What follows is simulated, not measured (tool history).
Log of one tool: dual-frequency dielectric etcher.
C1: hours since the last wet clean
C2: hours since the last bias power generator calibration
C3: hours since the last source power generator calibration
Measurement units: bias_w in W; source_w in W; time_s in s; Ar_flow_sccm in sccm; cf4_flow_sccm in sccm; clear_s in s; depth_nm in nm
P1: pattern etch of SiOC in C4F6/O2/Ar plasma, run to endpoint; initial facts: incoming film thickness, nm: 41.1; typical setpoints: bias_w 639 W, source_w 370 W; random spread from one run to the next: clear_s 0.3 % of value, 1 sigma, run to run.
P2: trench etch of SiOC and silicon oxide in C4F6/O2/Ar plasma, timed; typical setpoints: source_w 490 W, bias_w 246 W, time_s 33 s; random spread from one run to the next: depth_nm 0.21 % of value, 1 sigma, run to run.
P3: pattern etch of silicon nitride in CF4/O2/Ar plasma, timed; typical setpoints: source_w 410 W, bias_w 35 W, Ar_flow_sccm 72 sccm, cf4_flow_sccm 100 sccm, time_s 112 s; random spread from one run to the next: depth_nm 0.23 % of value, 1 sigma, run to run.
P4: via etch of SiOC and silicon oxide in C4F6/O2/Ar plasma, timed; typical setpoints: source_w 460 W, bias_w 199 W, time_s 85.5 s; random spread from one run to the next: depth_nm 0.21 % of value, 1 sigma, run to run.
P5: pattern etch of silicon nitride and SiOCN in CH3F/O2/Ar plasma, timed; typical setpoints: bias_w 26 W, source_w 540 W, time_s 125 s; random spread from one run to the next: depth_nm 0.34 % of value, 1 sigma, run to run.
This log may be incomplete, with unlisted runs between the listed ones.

Run 1, day 0.679: process P1, bias_w 639 W, source_w 370 W; C1 244; C2 1537.4; C3 2451.9. Result: clear_s 12.87 s.
Run 2, day 1.425: process P5, bias_w 26 W, source_w 410 W, time_s 125 s; C1 261.9; C2 1555.3; C3 2469.8. Result: depth_nm 18.003 nm.
Run 3, day 2.096: process P3, bias_w 35 W, source_w 410 W, time_s 112 s, Ar_flow_sccm 72 sccm, cf4_flow_sccm 100 sccm; C1 278; C2 1571.4; C3 2485.9. Result: depth_nm 158.32 nm.
Run 4, day 2.504: process P2, bias_w 246 W, source_w 490 W, time_s 33 s; C1 287.8; C2 1581.2; C3 2495.7. Result: depth_nm 77.762 nm.
Run 5, day 3.046: process P5, bias_w 19 W, source_w 540 W, time_s 125 s; C1 300.8; C2 1594.2; C3 2508.7. Result: depth_nm 17.213 nm.
Run 6, day 3.612: process P4, bias_w 199 W, source_w 460 W, time_s 85.5 s; C1 314.4; C2 1607.8; C3 2522.3. Result: depth_nm 107.41 nm.
Run 7, day 4.175: process P4, bias_w 154 W, source_w 460 W, time_s 85.5 s; C1 327.9; C2 1621.3; C3 2535.8. Result: depth_nm 99.606 nm.
Run 8, day 4.6: process P3, bias_w 28 W, source_w 410 W, time_s 112 s, Ar_flow_sccm 72 sccm, cf4_flow_sccm 100 sccm; C1 338.1; C2 1631.5; C3 2546. Result: depth_nm 147.42 nm.
Run 9, day 4.975: process P2, bias_w 246 W, source_w 380 W, time_s 33 s; C1 347.1; C2 1640.5; C3 2555. Result: depth_nm 70.719 nm.
Run 10, day 5.55: process P4, bias_w 199 W, source_w 320 W, time_s 85.5 s; C1 360.9; C2 1654.3; C3 2568.8. Result: depth_nm 93.647 nm.
Run 11, day 5.962: process P1, bias_w 639 W, source_w 370 W; C1 370.8; C2 1664.2; C3 2578.7. Result: clear_s 12.837 s.
Run 12, day 6.654: process P1, bias_w 639 W, source_w 370 W; C1 387.4; C2 1680.8; C3 2595.3. Result: clear_s 12.945 s.
Run 13, day 7.112: process P1, bias_w 639 W, source_w 370 W; C1 398.4; C2 1691.8; C3 2606.3. Result: clear_s 12.866 s.
Run 14, day 7.854: process P3, bias_w 35 W, source_w 410 W, time_s 112 s, Ar_flow_sccm 72 sccm, cf4_flow_sccm 100 sccm; C1 416.2; C2 1709.6; C3 2624.1. Result: depth_nm 158.44 nm.
At day 7.883: bias power generator calibrated.
Run 15, day 8.404: process P4, bias_w 199 W, source_w 460 W, time_s 85.5 s; C1 429.4; C2 12.5; C3 2637.3. Result: depth_nm 107.17 nm.
Run 16, day 8.808: process P1, bias_w 752 W, source_w 440 W; C1 439.1; C2 22.2; C3 2647. Result: clear_s 11.391 s.
Run 17, day 9.562: process P1, bias_w 429 W, source_w 370 W; C1 457.2; C2 40.3; C3 2665.1. Result: clear_s 14.903 s.
Run 18, day 9.954: process P1, bias_w 639 W, source_w 370 W; C1 466.6; C2 49.7; C3 2674.5. Result: clear_s 12.877 s.
Run 19, day 10.442: process P3, bias_w 35 W, source_w 410 W, time_s 64 s, Ar_flow_sccm 72 sccm, cf4_flow_sccm 100 sccm; C1 478.3; C2 61.4; C3 2686.2. Result: depth_nm 90.446 nm.
Run 20, day 10.942: process P1, bias_w 639 W, source_w 370 W; C1 490.3; C2 73.4; C3 2698.2. Result: clear_s 12.904 s.
Run 21, day 11.371: process P1, bias_w 468 W, source_w 280 W; C1 500.6; C2 83.7; C3 2708.5. Result: clear_s 16.1 s.
Run 22, day 11.746: process P2, bias_w 246 W, source_w 490 W, time_s 33 s; C1 509.6; C2 92.7; C3 2717.5. Result: depth_nm 77.732 nm.
Run 23, day 12.15: process P1, bias_w 639 W, source_w 520 W; C1 519.3; C2 102.4; C3 2727.2. Result: clear_s 11.449 s.
Run 24, day 12.558: process P1, bias_w 639 W, source_w 370 W; C1 529.1; C2 112.2; C3 2737. Result: clear_s 12.915 s.
Run 25, day 13.192: process P1, bias_w 533 W, source_w 230 W; C1 544.3; C2 127.4; C3 2752.2. Result: clear_s 16.496 s.
Run 26, day 13.546: process P2, bias_w 161 W, source_w 490 W, time_s 33 s; C1 552.8; C2 135.9; C3 2760.7. Result: depth_nm 67.666 nm.
Run 27, day 14.146: process P3, bias_w 35 W, source_w 410 W, time_s 112 s, Ar_flow_sccm 72 sccm, cf4_flow_sccm 74 sccm; C1 567.2; C2 150.3; C3 2775.1. Result: depth_nm 152.46 nm.
Run 28, day 14.712: process P1, bias_w 639 W, source_w 280 W; C1 580.8; C2 163.9; C3 2788.7. Result: clear_s 14.269 s.
Run 29, day 15.467: process P5, bias_w 26 W, source_w 540 W, time_s 125 s; C1 598.9; C2 182; C3 2806.8. Result: depth_nm 19.71 nm.
Run 30, day 15.817: process P3, bias_w 35 W, source_w 410 W, time_s 112 s, Ar_flow_sccm 54 sccm, cf4_flow_sccm 100 sccm; C1 607.3; C2 190.4; C3 2815.2. Result: depth_nm 163.4 nm.
Run 31, day 16.35: process P5, bias_w 26 W, source_w 540 W, time_s 70.5 s; C1 620.1; C2 203.2; C3 2828. Result: depth_nm 11.126 nm.
Run 32, day 16.946: process P1, bias_w 870 W, source_w 370 W; C1 634.4; C2 217.5; C3 2842.3. Result: clear_s 11.456 s.
Run 33, day 17.483: process P2, bias_w 246 W, source_w 490 W, time_s 25.5 s; C1 647.3; C2 230.4; C3 2855.2. Result: depth_nm 60.171 nm.
Run 34, day 17.967: process P3, bias_w 35 W, source_w 270 W, time_s 112 s, Ar_flow_sccm 72 sccm, cf4_flow_sccm 100 sccm; C1 658.9; C2 242; C3 2866.8. Result: depth_nm 109.43 nm.
Run 35, day 18.712: process P5, bias_w 26 W, source_w 540 W, time_s 125 s; C1 676.8; C2 259.9; C3 2884.7. Result: depth_nm 19.693 nm.
Run 36, day 19.475: process P4, bias_w 199 W, source_w 460 W, time_s 124.5 s; C1 695.1; C2 278.2; C3 2903. Result: depth_nm 156.84 nm.
Run 37, day 20.162: process P1, bias_w 639 W, source_w 370 W; C1 711.6; C2 294.7; C3 2919.5. Result: clear_s 12.851 s.
Run 38, day 20.908: process P1, bias_w 639 W, source_w 370 W; C1 729.5; C2 312.6; C3 2937.4. Result: clear_s 13.062 s.
Run 39, day 21.492: process P1, bias_w 639 W, source_w 370 W; C1 743.5; C2 326.6; C3 2951.4. Result: clear_s 13.024 s.
Run 40, day 22.008: process P1, bias_w 639 W, source_w 370 W; C1 755.9; C2 339; C3 2963.8. Result: clear_s 13.09 s.
At day 22.192: wet clean of the chamber.
Run 41, day 22.675: process P1, bias_w 639 W, source_w 370 W; C1 11.6; C2 355; C3 2979.8. Result: clear_s 13.015 s.
Run 42, day 23.304: process P1, bias_w 639 W, source_w 370 W; C1 26.7; C2 370.1; C3 2994.9. Result: clear_s 13.034 s.
Run 43, day 23.842: process P1, bias_w 639 W, source_w 370 W; C1 39.6; C2 383; C3 3007.8. Result: clear_s 13.086 s.
Run 44, day 24.3: process P1, bias_w 639 W, source_w 370 W; C1 50.6; C2 394; C3 3018.8. Result: clear_s 13.083 s.
Run 45, day 24.817: process P1, bias_w 639 W, source_w 370 W; C1 63; C2 406.4; C3 3031.2. Result: clear_s 13.161 s.
Run 46, day 25.204: process P1, bias_w 639 W, source_w 370 W; C1 72.3; C2 415.7; C3 3040.5. Result: clear_s 13.174 s.

The output of P1 has drifted from where it used to be. Each of the 2 causes below, taken at the size shown beside it, accounts for the log equally well:
A: source power that arrives under what is set, % = 4.1
B: bias power that arrives under what is set, % = 3.88
Onset of the creep was near day 20.162.
Every other cause this tool's parts could produce, and why it does not fit the log:
chamber walls in a state that lowers the etch rate, %: its service at day 22.192 followed the start of the drift and did not put the process back to its old value

Consider the 4 single-wafer check runs listed below, results given as question marks: which one distinguishes between the causes by giving clearly different results for each?
Run check 1, day 25.592: process P3, bias_w 35 W, source_w 410 W, time_s 112 s, Ar_flow_sccm 72 sccm, cf4_flow_sccm 100 sccm. Result: depth_nm ?.
Run check 2, day 25.592: process P5, bias_w 26 W, source_w 540 W, time_s 125 s. Result: depth_nm ?.
Run check 3, day 25.592: process P4, bias_w 199 W, source_w 460 W, time_s 85.5 s. Result: depth_nm ?.
Run check 4, day 25.592: process P2, bias_w 246 W, source_w 490 W, time_s 33 s. Result: depth_nm ?.

How each check would come out, cause by cause:
  check    result    if A    if B
check 1  depth_nm  152.89  156.56
check 2  depth_nm  19.484  19.419
check 3  depth_nm  105.75  106.11
check 4  depth_nm  76.487  76.712
Distance between the nearest two causes, measured in the result of the check that separates them most: check 1 2.37 %; check 2 0.33 %; check 3 0.33 %; check 4 0.29 %
Check 1 tells the causes apart: in the others they would give nearly the same result.

The results of check 1 are: depth_nm 153.11 nm. Based on these, which of the listed causes is it?

Of the candidate causes, it is A: source power that arrives under what is set, %.
